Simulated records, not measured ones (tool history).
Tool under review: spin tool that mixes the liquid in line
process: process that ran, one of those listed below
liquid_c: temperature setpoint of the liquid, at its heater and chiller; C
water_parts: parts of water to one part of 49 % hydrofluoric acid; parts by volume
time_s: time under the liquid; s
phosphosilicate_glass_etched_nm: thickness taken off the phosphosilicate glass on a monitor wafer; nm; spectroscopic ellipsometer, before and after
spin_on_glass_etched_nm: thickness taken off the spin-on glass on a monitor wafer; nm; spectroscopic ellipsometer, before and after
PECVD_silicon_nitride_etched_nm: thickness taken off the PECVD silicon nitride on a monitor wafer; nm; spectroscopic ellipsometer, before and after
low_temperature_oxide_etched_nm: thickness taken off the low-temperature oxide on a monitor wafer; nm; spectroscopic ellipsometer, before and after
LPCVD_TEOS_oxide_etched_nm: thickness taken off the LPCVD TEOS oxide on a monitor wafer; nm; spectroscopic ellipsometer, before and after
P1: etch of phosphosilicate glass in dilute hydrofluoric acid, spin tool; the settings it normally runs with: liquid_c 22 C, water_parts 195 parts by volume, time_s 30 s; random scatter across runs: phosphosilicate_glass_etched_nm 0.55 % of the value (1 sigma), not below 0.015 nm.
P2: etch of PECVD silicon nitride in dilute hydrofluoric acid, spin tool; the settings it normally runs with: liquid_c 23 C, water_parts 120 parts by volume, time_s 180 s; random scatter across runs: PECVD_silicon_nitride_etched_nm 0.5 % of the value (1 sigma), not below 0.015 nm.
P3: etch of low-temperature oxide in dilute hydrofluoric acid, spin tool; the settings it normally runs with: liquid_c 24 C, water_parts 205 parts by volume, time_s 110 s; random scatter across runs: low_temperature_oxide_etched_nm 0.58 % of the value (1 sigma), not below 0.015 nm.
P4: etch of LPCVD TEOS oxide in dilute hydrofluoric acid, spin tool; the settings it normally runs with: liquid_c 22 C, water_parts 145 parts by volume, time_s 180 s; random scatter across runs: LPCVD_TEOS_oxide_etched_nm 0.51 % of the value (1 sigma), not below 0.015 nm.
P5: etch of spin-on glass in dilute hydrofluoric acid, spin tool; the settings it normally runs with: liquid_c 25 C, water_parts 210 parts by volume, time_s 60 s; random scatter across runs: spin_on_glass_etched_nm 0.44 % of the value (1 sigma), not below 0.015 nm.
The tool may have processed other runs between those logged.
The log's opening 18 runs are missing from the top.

run,hour,process,liquid_c,water_parts,time_s,hours since the thermometer was replaced,hours since the hydrofluoric acid flow meter was replaced,phosphosilicate_glass_etched_nm,spin_on_glass_etched_nm,PECVD_silicon_nitride_etched_nm,low_temperature_oxide_etched_nm,LPCVD_TEOS_oxide_etched_nm
19,172.2,P4,17,145,180,1579.8,860,,,,,15.909
20,180.2,P1,22,195,60,1587.8,868,34.162,,,,
21,186.8,P5,25,105,60,1594.4,874.6,,16.681,,,
22,196.4,P1,27.5,195,30,1604,884.2,21.266,,,,
23,202.5,P2,23,120,45,1610.1,890.3,,,1.9414,,
24,213.9,P3,24,205,195,1621.5,901.7,,,,9.0462,
25,223.9,P1,18,195,15,1631.5,911.7,7.4053,,,,
26,235.8,P4,22,65,180,1643.4,923.6,,,,,47.533
27,245.9,P1,22,195,30,1653.5,933.7,17.139,,,,
28,252.2,P2,23,120,180,1659.8,940,,,7.8641,,
29,262.1,P1,22,60,30,1669.7,949.9,65.528,,,,
30,270.9,P4,22,145,65,1678.5,958.7,,,,,7.0819
31,277.3,P3,18,205,110,1684.9,965.1,,,,4.0177,
32,284.3,P3,24,205,110,1691.9,972.1,,,,5.1274,
33,293.4,P1,22,195,30,1701,981.2,17.403,,,,
34,299.8,P1,22,195,30,1707.4,987.6,17.896,,,,
35,307.4,P1,22,195,30,1715,995.2,18.392,,,,
36,318.3,P1,22,195,30,1725.9,1006.1,18.469,,,,
37,330.8,P1,22,195,30,1738.4,1018.6,18.518,,,,
38,336.9,P1,22,195,30,1744.5,1024.7,18.889,,,,

The next listed run, before its measurement:
39,345.6,P1,22,195,30,1753.2,1033.4,?,,,,

{"run 39": {"phosphosilicate_glass_etched_nm": 18.734}}
